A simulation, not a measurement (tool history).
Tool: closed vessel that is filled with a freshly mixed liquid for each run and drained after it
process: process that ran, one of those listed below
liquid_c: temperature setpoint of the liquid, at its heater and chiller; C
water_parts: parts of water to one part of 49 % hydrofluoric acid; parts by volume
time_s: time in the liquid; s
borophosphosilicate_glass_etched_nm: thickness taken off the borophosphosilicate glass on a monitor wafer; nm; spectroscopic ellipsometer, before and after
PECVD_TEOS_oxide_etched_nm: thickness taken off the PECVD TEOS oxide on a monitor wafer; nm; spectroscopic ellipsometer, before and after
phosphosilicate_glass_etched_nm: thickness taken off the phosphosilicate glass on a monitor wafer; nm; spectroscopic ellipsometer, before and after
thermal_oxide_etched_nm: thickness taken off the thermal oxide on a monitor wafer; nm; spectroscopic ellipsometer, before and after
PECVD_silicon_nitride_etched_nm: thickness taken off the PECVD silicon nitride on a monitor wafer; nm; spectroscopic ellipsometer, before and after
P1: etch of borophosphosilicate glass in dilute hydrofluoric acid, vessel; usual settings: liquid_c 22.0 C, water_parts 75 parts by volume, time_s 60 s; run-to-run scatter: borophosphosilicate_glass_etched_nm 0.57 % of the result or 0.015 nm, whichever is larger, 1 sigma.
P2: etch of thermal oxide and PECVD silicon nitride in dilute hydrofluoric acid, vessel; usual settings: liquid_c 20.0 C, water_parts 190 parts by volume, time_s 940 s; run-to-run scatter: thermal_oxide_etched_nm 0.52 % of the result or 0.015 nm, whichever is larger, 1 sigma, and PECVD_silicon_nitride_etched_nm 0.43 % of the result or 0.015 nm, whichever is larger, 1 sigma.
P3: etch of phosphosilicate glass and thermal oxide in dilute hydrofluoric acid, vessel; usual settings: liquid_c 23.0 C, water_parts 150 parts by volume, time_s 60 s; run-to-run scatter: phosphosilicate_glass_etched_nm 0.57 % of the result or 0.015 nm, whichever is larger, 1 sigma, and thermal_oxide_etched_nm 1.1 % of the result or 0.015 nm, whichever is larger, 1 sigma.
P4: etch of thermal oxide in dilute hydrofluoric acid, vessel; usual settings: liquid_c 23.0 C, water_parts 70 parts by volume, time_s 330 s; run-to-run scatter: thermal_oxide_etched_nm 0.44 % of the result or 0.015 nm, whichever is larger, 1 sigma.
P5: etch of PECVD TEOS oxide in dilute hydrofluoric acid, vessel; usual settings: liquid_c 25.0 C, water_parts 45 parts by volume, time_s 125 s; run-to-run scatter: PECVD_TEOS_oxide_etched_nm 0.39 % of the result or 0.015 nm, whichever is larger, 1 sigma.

| run | hour | process | liquid_c | water_parts | time_s | hours since the thermometer was replaced | hours since the hydrofluoric acid flow meter was replaced | borophosphosilicate_glass_etched_nm | PECVD_TEOS_oxide_etched_nm | phosphosilicate_glass_etched_nm | thermal_oxide_etched_nm | PECVD_silicon_nitride_etched_nm |
|---|---|---|---|---|---|---|---|---|---|---|---|---|
| 1 | 7.4 | P1 | 22.0 | 75 | 60 | 696.0 | 1176.1 | 56.071 |  |  |  |  |
| 2 | 18.5 | P5 | 25.0 | 45 | 125 | 707.1 | 1187.2 |  | 40.308 |  |  |  |
| 3 | 27.4 | P1 | 22.0 | 75 | 60 | 716.0 | 1196.1 | 55.159 |  |  |  |  |
| 4 | 32.6 | P3 | 23.0 | 150 | 100 | 721.2 | 1201.3 |  |  | 91.897 | 2.90030 |  |
| 5 | 41.9 | P5 | 25.0 | 45 | 60 | 730.5 | 1210.6 |  | 19.528 |  |  |  |
| 6 | 47.1 | P3 | 23.0 | 265 | 60 | 735.7 | 1215.8 |  |  | 27.423 | 0.89125 |  |
| 7 | 56.7 | P2 | 20.0 | 190 | 940 | 745.3 | 1225.4 |  |  |  | 18.82500 | 8.8022 |
| 8 | 63.0 | P4 | 23.0 | 70 | 330 | 751.6 | 1231.7 |  |  |  | 21.45900 |  |
| 9 | 73.5 | P1 | 22.0 | 40 | 60 | 762.1 | 1242.2 | 111.060 |  |  |  |  |
| 10 | 79.0 | P4 | 19.0 | 70 | 330 | 767.6 | 1247.7 |  |  |  | 18.16000 |  |
| 11 | 88.6 | P5 | 25.0 | 20 | 125 | 777.2 | 1257.3 |  | 94.004 |  |  |  |
| 12 | 96.8 | P5 | 25.0 | 45 | 125 | 785.4 | 1265.5 |  | 40.422 |  |  |  |
| 13 | 103.2 | P2 | 20.0 | 190 | 1610 | 791.8 | 1271.9 |  |  |  | 31.97800 | 14.9400 |
|  | 113.3 | thermometer replaced |
| 14 | 114.9 | P1 | 22.0 | 140 | 115 | 1.6 | 1283.6 | 53.657 |  |  |  |  |
| 15 | 126.1 | P4 | 23.0 | 120 | 330 | 12.8 | 1294.8 |  |  |  | 11.78400 |  |
| 16 | 132.9 | P5 | 17.5 | 45 | 125 | 19.6 | 1301.6 |  | 29.565 |  |  |  |
| 17 | 143.9 | P1 | 22.0 | 75 | 60 | 30.6 | 1312.6 | 56.265 |  |  |  |  |
| 18 | 152.9 | P3 | 23.0 | 150 | 60 | 39.6 | 1321.6 |  |  | 54.454 | 1.78450 |  |
| 19 | 162.7 | P2 | 17.0 | 190 | 940 | 49.4 | 1331.4 |  |  |  | 16.51200 | 7.1071 |
| 20 | 170.4 | P4 | 23.0 | 70 | 650 | 57.1 | 1339.1 |  |  |  | 42.16400 |  |
| 21 | 180.4 | P1 | 22.0 | 75 | 90 | 67.1 | 1349.1 | 83.930 |  |  |  |  |
| 22 | 186.2 | P1 | 22.0 | 75 | 60 | 72.9 | 1354.9 | 56.347 |  |  |  |  |
| 23 | 191.7 | P1 | 22.0 | 75 | 60 | 78.4 | 1360.4 | 55.503 |  |  |  |  |
| 24 | 199.8 | P2 | 20.0 | 95 | 940 | 86.5 | 1368.5 |  |  |  | 40.95100 | 17.0370 |
| 25 | 207.1 | P1 | 22.0 | 25 | 105 | 93.8 | 1375.8 | 312.020 |  |  |  |  |
| 26 | 216.5 | P3 | 17.0 | 150 | 60 | 103.2 | 1385.2 |  |  | 43.148 | 1.40520 |  |
| 27 | 226.2 | P1 | 22.0 | 75 | 30 | 112.9 | 1394.9 | 27.931 |  |  |  |  |
| 28 | 235.9 | P1 | 17.0 | 75 | 60 | 122.6 | 1404.6 | 45.878 |  |  |  |  |
| 29 | 243.3 | P1 | 22.0 | 110 | 60 | 130.0 | 1412.0 | 36.774 |  |  |  |  |
| 30 | 251.7 | P1 | 25.0 | 75 | 30 | 138.4 | 1420.4 | 31.711 |  |  |  |  |
| 31 | 263.2 | P1 | 29.0 | 75 | 60 | 149.9 | 1431.9 | 74.416 |  |  |  |  |
| 32 | 274.4 | P1 | 22.0 | 75 | 60 | 161.1 | 1443.1 | 56.147 |  |  |  |  |
| 33 | 280.7 | P1 | 22.0 | 75 | 60 | 167.4 | 1449.4 | 58.561 |  |  |  |  |
| 34 | 287.2 | P1 | 22.0 | 75 | 60 | 173.9 | 1455.9 | 59.444 |  |  |  |  |
| 35 | 298.4 | P1 | 22.0 | 75 | 60 | 185.1 | 1467.1 | 61.044 |  |  |  |  |
| 36 | 308.0 | P1 | 22.0 | 75 | 60 | 194.7 | 1476.7 | 61.351 |  |  |  |  |
| 37 | 314.3 | P1 | 22.0 | 75 | 60 | 201.0 | 1483.0 | 60.739 |  |  |  |  |
| 38 | 325.5 | P1 | 22.0 | 75 | 60 | 212.2 | 1494.2 | 60.744 |  |  |  |  |

What P1 gives has crept away from where it was. These 2 causes fit the log equally well, each at the size given:
A: hydrofluoric acid flow above the setpoint (%) = 9.37
B: liquid hotter than its thermometer reads (K) = 2.4
The creep began at about hour 274.4.

4 check runs are offered, one wafer each, their results left as question marks. Which one tells the causes apart?
| check 1 | 336.7 | P2 | 20.0 | 190 | 940 |  |  |  |  |  | ? | ? |
| check 2 | 336.7 | P3 | 23.0 | 150 | 60 |  |  |  |  | ? | ? |  |
| check 3 | 336.7 | P5 | 25.0 | 45 | 125 |  |  |  | ? |  |  |  |
| check 4 | 336.7 | P4 | 23.0 | 70 | 330 |  |  |  |  |  | ? |  |

What each check would give under each cause:
| check | result | if A | if B |
|---|---|---|---|
| check 1 | thermal_oxide_etched_nm | 20.63000 | 20.34600 |
| check 1 | PECVD_silicon_nitride_etched_nm | 9.5138 | 10.1960 |
| check 2 | phosphosilicate_glass_etched_nm | 60.764 | 60.011 |
| check 2 | thermal_oxide_etched_nm | 1.96130 | 1.93690 |
| check 3 | PECVD_TEOS_oxide_etched_nm | 44.545 | 44.657 |
| check 4 | thermal_oxide_etched_nm | 23.55600 | 23.55300 |
How far apart the two closest causes lie, in the result that separates them most: check 1 6.92 %; check 2 1.25 %; check 3 0.25 %; check 4 0.01 %
Check 1 tells the causes apart: in the others they would give nearly the same result.

Then check 1 was run and gave: thermal_oxide_etched_nm 20.65900 nm; PECVD_silicon_nitride_etched_nm 9.4493 nm. Which cause is it?

It is A: hydrofluoric acid flow above the setpoint (%).
